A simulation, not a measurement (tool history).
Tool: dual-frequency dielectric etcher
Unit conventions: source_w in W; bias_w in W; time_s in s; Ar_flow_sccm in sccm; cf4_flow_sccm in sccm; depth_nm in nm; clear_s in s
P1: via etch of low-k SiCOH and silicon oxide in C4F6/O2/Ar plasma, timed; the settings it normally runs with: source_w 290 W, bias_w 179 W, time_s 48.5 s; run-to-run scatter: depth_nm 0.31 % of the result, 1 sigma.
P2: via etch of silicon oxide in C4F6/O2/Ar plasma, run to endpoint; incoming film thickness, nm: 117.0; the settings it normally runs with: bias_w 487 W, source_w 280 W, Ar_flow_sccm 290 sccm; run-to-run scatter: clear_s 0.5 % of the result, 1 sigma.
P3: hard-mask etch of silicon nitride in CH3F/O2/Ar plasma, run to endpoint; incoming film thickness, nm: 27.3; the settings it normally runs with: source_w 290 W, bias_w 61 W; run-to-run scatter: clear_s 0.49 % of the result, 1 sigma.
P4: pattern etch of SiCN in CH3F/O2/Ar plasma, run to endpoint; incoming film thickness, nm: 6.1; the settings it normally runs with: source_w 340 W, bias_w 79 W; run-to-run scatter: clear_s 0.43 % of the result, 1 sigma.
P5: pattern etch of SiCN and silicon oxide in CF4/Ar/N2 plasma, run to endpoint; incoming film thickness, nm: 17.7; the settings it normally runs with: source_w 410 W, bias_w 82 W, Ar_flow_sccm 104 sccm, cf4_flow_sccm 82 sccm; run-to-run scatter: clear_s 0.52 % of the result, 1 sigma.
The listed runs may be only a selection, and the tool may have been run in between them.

{"run": 1, "day": 0.512, "process": "P1", "source_w": 290, "bias_w": 179, "time_s": 48.5, "depth_nm": 104.82}
{"run": 2, "day": 0.912, "process": "P3", "source_w": 290, "bias_w": 85, "clear_s": 42.943}
{"run": 3, "day": 1.329, "process": "P3", "source_w": 290, "bias_w": 61, "clear_s": 48.673}
{"run": 4, "day": 1.671, "process": "P1", "source_w": 290, "bias_w": 179, "time_s": 48.5, "depth_nm": 104.67}
{"run": 5, "day": 1.979, "process": "P2", "source_w": 280, "bias_w": 487, "Ar_flow_sccm": 290, "clear_s": 29.898}
{"run": 6, "day": 2.354, "process": "P3", "source_w": 370, "bias_w": 61, "clear_s": 44.401}
{"run": 7, "day": 2.696, "process": "P1", "source_w": 290, "bias_w": 179, "time_s": 48.5, "depth_nm": 105.14}
{"run": 8, "day": 3.175, "process": "P3", "source_w": 290, "bias_w": 61, "clear_s": 48.273}
{"run": 9, "day": 3.404, "process": "P4", "source_w": 340, "bias_w": 79, "clear_s": 17.256}
{"run": 10, "day": 3.908, "process": "P5", "source_w": 410, "bias_w": 82, "Ar_flow_sccm": 70, "cf4_flow_sccm": 82, "clear_s": 20.609}
{"run": 11, "day": 4.292, "process": "P1", "source_w": 290, "bias_w": 179, "time_s": 48.5, "depth_nm": 105.08}
{"run": 12, "day": 4.579, "process": "P4", "source_w": 340, "bias_w": 60, "clear_s": 18.854}
{"run": 13, "day": 5.046, "process": "P1", "source_w": 290, "bias_w": 130, "time_s": 60.0, "depth_nm": 117.04}
{"run": 14, "day": 5.392, "process": "P2", "source_w": 280, "bias_w": 487, "Ar_flow_sccm": 218, "clear_s": 29.166}
{"run": 15, "day": 5.617, "process": "P5", "source_w": 410, "bias_w": 82, "Ar_flow_sccm": 104, "cf4_flow_sccm": 82, "clear_s": 22.043}
{"run": 16, "day": 5.946, "process": "P5", "source_w": 410, "bias_w": 82, "Ar_flow_sccm": 104, "cf4_flow_sccm": 108, "clear_s": 21.235}
{"run": 17, "day": 6.2, "process": "P5", "source_w": 410, "bias_w": 82, "Ar_flow_sccm": 104, "cf4_flow_sccm": 82, "clear_s": 22.118}
{"run": 18, "day": 6.479, "process": "P1", "source_w": 350, "bias_w": 179, "time_s": 48.5, "depth_nm": 112.34}
{"run": 19, "day": 6.946, "process": "P5", "source_w": 550, "bias_w": 82, "Ar_flow_sccm": 104, "cf4_flow_sccm": 82, "clear_s": 16.961}
{"day": 7.088, "done": "source power generator calibrated"}
{"run": 20, "day": 7.279, "process": "P1", "source_w": 290, "bias_w": 179, "time_s": 71.5, "depth_nm": 154.93}
{"run": 21, "day": 7.783, "process": "P1", "source_w": 200, "bias_w": 179, "time_s": 48.5, "depth_nm": 90.811}
{"run": 22, "day": 8.188, "process": "P1", "source_w": 290, "bias_w": 109, "time_s": 48.5, "depth_nm": 89.601}
{"run": 23, "day": 8.646, "process": "P1", "source_w": 290, "bias_w": 179, "time_s": 48.5, "depth_nm": 105.51}
{"run": 24, "day": 9.146, "process": "P1", "source_w": 290, "bias_w": 179, "time_s": 48.5, "depth_nm": 105.17}
{"run": 25, "day": 9.479, "process": "P4", "source_w": 450, "bias_w": 79, "clear_s": 15.5}
{"run": 26, "day": 9.796, "process": "P2", "source_w": 190, "bias_w": 487, "Ar_flow_sccm": 290, "clear_s": 34.308}
{"run": 27, "day": 10.112, "process": "P4", "source_w": 340, "bias_w": 79, "clear_s": 17.177}
{"run": 28, "day": 10.612, "process": "P1", "source_w": 290, "bias_w": 226, "time_s": 48.5, "depth_nm": 112.65}
{"run": 29, "day": 10.958, "process": "P1", "source_w": 290, "bias_w": 179, "time_s": 36.5, "depth_nm": 79.244}
{"run": 30, "day": 11.421, "process": "P2", "source_w": 280, "bias_w": 613, "Ar_flow_sccm": 290, "clear_s": 27.161}
{"run": 31, "day": 11.788, "process": "P5", "source_w": 410, "bias_w": 49, "Ar_flow_sccm": 104, "cf4_flow_sccm": 82, "clear_s": 25.917}
{"run": 32, "day": 12.058, "process": "P1", "source_w": 290, "bias_w": 179, "time_s": 48.5, "depth_nm": 105.02}
{"run": 33, "day": 12.525, "process": "P1", "source_w": 290, "bias_w": 179, "time_s": 48.5, "depth_nm": 104.34}
{"run": 34, "day": 12.962, "process": "P1", "source_w": 290, "bias_w": 179, "time_s": 48.5, "depth_nm": 103.94}
{"run": 35, "day": 13.308, "process": "P1", "source_w": 290, "bias_w": 179, "time_s": 48.5, "depth_nm": 103.24}
{"run": 36, "day": 13.725, "process": "P1", "source_w": 290, "bias_w": 179, "time_s": 48.5, "depth_nm": 103.53}
{"run": 37, "day": 13.979, "process": "P1", "source_w": 290, "bias_w": 179, "time_s": 48.5, "depth_nm": 103.8}
{"day": 14.146, "done": "wet clean of the chamber"}
{"run": 38, "day": 14.388, "process": "P1", "source_w": 290, "bias_w": 179, "time_s": 48.5, "depth_nm": 103.67}
{"run": 39, "day": 14.717, "process": "P1", "source_w": 290, "bias_w": 179, "time_s": 48.5, "depth_nm": 103.21}
{"run": 40, "day": 15.067, "process": "P1", "source_w": 290, "bias_w": 179, "time_s": 48.5, "depth_nm": 102.58}
{"run": 41, "day": 15.388, "process": "P1", "source_w": 290, "bias_w": 179, "time_s": 48.5, "depth_nm": 103.29}

The output of P1 has drifted from where it used to be. Each of the 2 causes below, taken at the size shown beside it, accounts for the log equally well:
A: source power that arrives under what is set, % = 3.98
B: bias power that arrives under what is set, % = 4.77
The drift started at roughly day 12.058.
Excluded causes, each with its reason:
chamber walls in a state that lowers the etch rate, %: serviced at day 14.146, after the change had begun; the process did not return to its earlier output

You are offered 4 check runs, listed below with question marks in place of their results; each one averages 5 wafers. Which run separates the listed causes by giving clearly different results for each?
{"run": "check 1", "day": 15.708, "process": "P3", "source_w": 290, "bias_w": 70, "clear_s": "?"}
{"run": "check 2", "day": 15.708, "process": "P5", "source_w": 550, "bias_w": 82, "Ar_flow_sccm": 104, "cf4_flow_sccm": 97, "clear_s": "?"}
{"run": "check 3", "day": 15.708, "process": "P2", "source_w": 280, "bias_w": 487, "Ar_flow_sccm": 224, "clear_s": "?"}
{"run": "check 4", "day": 15.708, "process": "P4", "source_w": 440, "bias_w": 79, "clear_s": "?"}

Check results expected under each cause:
check=check_1 result=clear_s if_A=47.107 if_B=47.185
check=check_2 result=clear_s if_A=17.091 if_B=16.752
check=check_3 result=clear_s if_A=29.469 if_B=29.574
check=check_4 result=clear_s if_A=15.878 if_B=15.913
Distance between the nearest two causes, measured in the result of the check that separates them most: check 1 0.17 %; check 2 2 %; check 3 0.36 %; check 4 0.22 %
Check 2 tells the causes apart: in the others they would give nearly the same result.

Check 2 has now been run. It gave: clear_s 17.075 s. Which of the candidate causes is it?

It was cause A: source power that arrives under what is set, %.

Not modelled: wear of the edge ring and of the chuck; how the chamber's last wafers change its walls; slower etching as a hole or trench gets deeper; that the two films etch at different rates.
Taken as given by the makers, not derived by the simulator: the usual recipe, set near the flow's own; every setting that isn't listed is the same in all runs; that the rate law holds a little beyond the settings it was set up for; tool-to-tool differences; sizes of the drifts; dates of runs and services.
